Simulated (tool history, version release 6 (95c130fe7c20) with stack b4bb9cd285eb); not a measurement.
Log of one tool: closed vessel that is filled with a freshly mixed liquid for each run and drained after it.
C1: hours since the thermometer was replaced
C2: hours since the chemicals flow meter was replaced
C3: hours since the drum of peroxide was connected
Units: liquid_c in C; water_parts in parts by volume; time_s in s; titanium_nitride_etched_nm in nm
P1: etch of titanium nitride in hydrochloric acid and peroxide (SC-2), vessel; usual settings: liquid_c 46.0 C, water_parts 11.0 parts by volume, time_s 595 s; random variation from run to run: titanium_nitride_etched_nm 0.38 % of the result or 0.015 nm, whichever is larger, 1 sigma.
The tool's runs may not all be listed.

run 1 day=0.188 | liquid_c=46.0 water_parts=11.0 time_s=595 | C1=921.0 C2=654.0 C3=732.0 | titanium_nitride_etched_nm=5.96200
run 2 day=0.492 | liquid_c=46.0 water_parts=11.0 time_s=595 | C1=928.3 C2=661.3 C3=739.3 | titanium_nitride_etched_nm=5.97800
run 3 day=0.708 | liquid_c=61.0 water_parts=14.5 time_s=595 | C1=933.5 C2=666.5 C3=744.5 | titanium_nitride_etched_nm=12.51300
run 4 day=1.021 | liquid_c=35.0 water_parts=11.0 time_s=595 | C1=941.0 C2=674.0 C3=752.0 | titanium_nitride_etched_nm=2.70890
run 5 day=1.262 | liquid_c=46.0 water_parts=17.5 time_s=595 | C1=946.8 C2=679.8 C3=757.8 | titanium_nitride_etched_nm=3.96630
run 6 day=1.475 | liquid_c=59.5 water_parts=5.0 time_s=595 | C1=951.9 C2=684.9 C3=762.9 | titanium_nitride_etched_nm=26.83900
run 7 day=1.821 | liquid_c=59.0 water_parts=11.0 time_s=595 | C1=960.2 C2=693.2 C3=771.2 | titanium_nitride_etched_nm=14.05100
run 8 day=2.104 | liquid_c=46.0 water_parts=11.0 time_s=595 | C1=967.0 C2=700.0 C3=778.0 | titanium_nitride_etched_nm=5.95660
run 9 day=2.338 | liquid_c=46.0 water_parts=4.0 time_s=595 | C1=972.6 C2=705.6 C3=783.6 | titanium_nitride_etched_nm=12.93800
run 10 day=2.583 | liquid_c=46.0 water_parts=11.0 time_s=595 | C1=978.5 C2=711.5 C3=789.5 | titanium_nitride_etched_nm=5.97780
run 11 day=2.962 | liquid_c=46.0 water_parts=11.0 time_s=1015 | C1=987.6 C2=720.6 C3=798.6 | titanium_nitride_etched_nm=10.20500
run 12 day=3.279 | liquid_c=46.0 water_parts=11.0 time_s=50 | C1=995.2 C2=728.2 C3=806.2 | titanium_nitride_etched_nm=0.53468
run 13 day=3.475 | liquid_c=46.0 water_parts=11.0 time_s=595 | C1=999.9 C2=732.9 C3=810.9 | titanium_nitride_etched_nm=5.92250
run 14 day=3.792 | liquid_c=46.0 water_parts=11.0 time_s=595 | C1=1007.5 C2=740.5 C3=818.5 | titanium_nitride_etched_nm=6.12940
run 15 day=4.121 | liquid_c=46.0 water_parts=11.0 time_s=595 | C1=1015.4 C2=748.4 C3=826.4 | titanium_nitride_etched_nm=6.23410
run 16 day=4.467 | liquid_c=46.0 water_parts=11.0 time_s=595 | C1=1023.7 C2=756.7 C3=834.7 | titanium_nitride_etched_nm=6.27730
run 17 day=4.850 | liquid_c=46.0 water_parts=11.0 time_s=595 | C1=1032.9 C2=765.9 C3=843.9 | titanium_nitride_etched_nm=6.35990
run 18 day=5.104 | liquid_c=46.0 water_parts=11.0 time_s=595 | C1=1039.0 C2=772.0 C3=850.0 | titanium_nitride_etched_nm=6.39290
run 19 day=5.392 | liquid_c=46.0 water_parts=11.0 time_s=595 | C1=1045.9 C2=778.9 C3=856.9 | titanium_nitride_etched_nm=6.37800
run 20 day=5.592 | liquid_c=46.0 water_parts=11.0 time_s=595 | C1=1050.7 C2=783.7 C3=861.7 | titanium_nitride_etched_nm=6.42130

Run 21 comes next. What will it give?
run 21 day=5.933 | liquid_c=46.0 water_parts=11.0 time_s=595 | C1=1058.9 C2=791.9 C3=869.9 | titanium_nitride_etched_nm=?

titanium_nitride_etched_nm: 6.44810 nm
